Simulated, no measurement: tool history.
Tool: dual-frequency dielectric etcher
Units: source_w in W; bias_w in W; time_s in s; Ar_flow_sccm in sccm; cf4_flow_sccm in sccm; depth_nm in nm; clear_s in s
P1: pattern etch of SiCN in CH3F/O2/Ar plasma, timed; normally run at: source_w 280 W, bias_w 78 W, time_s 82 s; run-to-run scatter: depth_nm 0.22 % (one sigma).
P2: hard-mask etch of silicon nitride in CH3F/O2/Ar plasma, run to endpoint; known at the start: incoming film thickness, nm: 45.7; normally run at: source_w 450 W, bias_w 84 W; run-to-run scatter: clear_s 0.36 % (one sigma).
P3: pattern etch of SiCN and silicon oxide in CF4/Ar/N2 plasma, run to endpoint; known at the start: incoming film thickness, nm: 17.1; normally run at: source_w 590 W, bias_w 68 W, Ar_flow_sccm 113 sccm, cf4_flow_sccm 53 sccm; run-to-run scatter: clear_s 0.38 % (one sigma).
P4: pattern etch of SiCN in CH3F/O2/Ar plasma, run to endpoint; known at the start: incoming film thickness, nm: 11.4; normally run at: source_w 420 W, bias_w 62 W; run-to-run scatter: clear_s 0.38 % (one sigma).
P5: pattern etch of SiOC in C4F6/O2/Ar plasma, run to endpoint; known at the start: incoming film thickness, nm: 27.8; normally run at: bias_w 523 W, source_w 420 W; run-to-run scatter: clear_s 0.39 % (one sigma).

| run | hour | process | source_w | bias_w | time_s | Ar_flow_sccm | cf4_flow_sccm | depth_nm | clear_s |
|---|---|---|---|---|---|---|---|---|---|
| 1 | 12.3 | P1 | 280 | 78 | 82 |  |  | 27.812 |  |
| 2 | 29.6 | P1 | 280 | 109 | 46 |  |  | 17.766 |  |
| 3 | 39.4 | P4 | 550 | 62 |  |  |  |  | 28.691 |
| 4 | 52 | P1 | 280 | 78 | 122 |  |  | 41.394 |  |
| 5 | 62.3 | P5 | 420 | 523 |  |  |  |  | 9.4856 |
| 6 | 73.3 | P5 | 290 | 523 |  |  |  |  | 10.905 |
| 7 | 92.3 | P1 | 280 | 105 | 82 |  |  | 31.197 |  |
| 8 | 105.1 | P3 | 590 | 68 |  | 113 | 53 |  | 17.652 |
| 9 | 121.5 | P1 | 280 | 78 | 82 |  |  | 27.873 |  |
| 10 | 139.7 | P5 | 420 | 523 |  |  |  |  | 9.4682 |
| 11 | 158.4 | P1 | 280 | 78 | 82 |  |  | 27.881 |  |
| 12 | 169.1 | P2 | 450 | 54 |  |  |  |  | 68.678 |
| 13 | 178.4 | P1 | 280 | 78 | 82 |  |  | 27.849 |  |
| 14 | 189 | P1 | 280 | 62 | 82 |  |  | 25.608 |  |
| 15 | 203.1 | P1 | 280 | 78 | 82 |  |  | 27.936 |  |
| 16 | 212.9 | P2 | 330 | 84 |  |  |  |  | 66.637 |
| 17 | 223.7 | P5 | 420 | 689 |  |  |  |  | 8.5413 |
| 18 | 240.2 | P2 | 450 | 84 |  |  |  |  | 59.116 |
| 19 | 248.5 | P4 | 420 | 87 |  |  |  |  | 28.382 |

The next listed run, before its measurement:
| 20 | 259.1 | P1 | 380 | 78 | 82 |  |  | ? |  |

{"run 20": {"depth_nm": 31.296}}
